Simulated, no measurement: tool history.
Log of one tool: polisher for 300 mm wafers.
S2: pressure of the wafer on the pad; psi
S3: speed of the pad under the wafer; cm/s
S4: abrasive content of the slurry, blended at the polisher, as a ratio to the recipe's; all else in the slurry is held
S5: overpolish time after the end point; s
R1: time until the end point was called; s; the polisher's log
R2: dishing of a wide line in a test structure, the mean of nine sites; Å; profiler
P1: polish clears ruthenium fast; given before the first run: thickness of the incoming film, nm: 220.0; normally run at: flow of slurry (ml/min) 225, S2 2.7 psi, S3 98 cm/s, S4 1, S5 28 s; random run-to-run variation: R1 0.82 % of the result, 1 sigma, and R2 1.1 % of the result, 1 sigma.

run 1 hour=4.4 | flow_of_slurry_(ml/min)=225 S2=2.7 S3=98 S4=1 S5=28 | R1=66.69 R2=527.78
run 2 hour=11.5 | flow_of_slurry_(ml/min)=225 S2=2.7 S3=98 S4=1 S5=28 | R1=66.4 R2=543.07
run 3 hour=18 | flow_of_slurry_(ml/min)=225 S2=2.7 S3=98 S4=0.65 S5=28 | R1=82.015 R2=462.86
run 4 hour=21.9 | flow_of_slurry_(ml/min)=135 S2=2.7 S3=98 S4=1 S5=28 | R1=71.201 R2=502.51
-- hour=27.4 worn pad replaced by a new one
run 5 hour=27.7 | flow_of_slurry_(ml/min)=225 S2=2.7 S3=98 S4=1 S5=28 | R1=66.116 R2=527.85
run 6 hour=34 | flow_of_slurry_(ml/min)=310 S2=2.7 S3=98 S4=1 S5=28 | R1=64.709 R2=530.4
-- hour=35.6 head pressure recalibrated
run 7 hour=41.2 | flow_of_slurry_(ml/min)=225 S2=2.7 S3=152 S4=1 S5=28 | R1=43.367 R2=644.9
run 8 hour=46.1 | flow_of_slurry_(ml/min)=225 S2=2.7 S3=98 S4=1 S5=28 | R1=67.031 R2=526.02
run 9 hour=52.8 | flow_of_slurry_(ml/min)=225 S2=2.7 S3=52 S4=1 S5=28 | R1=124.4 R2=354.38
run 10 hour=56.7 | flow_of_slurry_(ml/min)=135 S2=2.7 S3=98 S4=1 S5=39 | R1=71.094 R2=593.65
run 11 hour=64.8 | flow_of_slurry_(ml/min)=225 S2=2.7 S3=98 S4=1.35 S5=44 | R1=58.52 R2=671.41
run 12 hour=70.6 | flow_of_slurry_(ml/min)=225 S2=2.7 S3=98 S4=1.5 S5=28 | R1=55.479 R2=567.68
run 13 hour=75.7 | flow_of_slurry_(ml/min)=225 S2=2.7 S3=56 S4=1.4 S5=28 | R1=100.2 R2=405.9

Run 14 has not been measured yet. What should we expect?
run 14 hour=82.8 | flow_of_slurry_(ml/min)=225 S2=2.7 S3=98 S4=1 S5=55 | R1=? R2=?

Logged for run 14: R1 65.754 s, R2 687.15 Å.
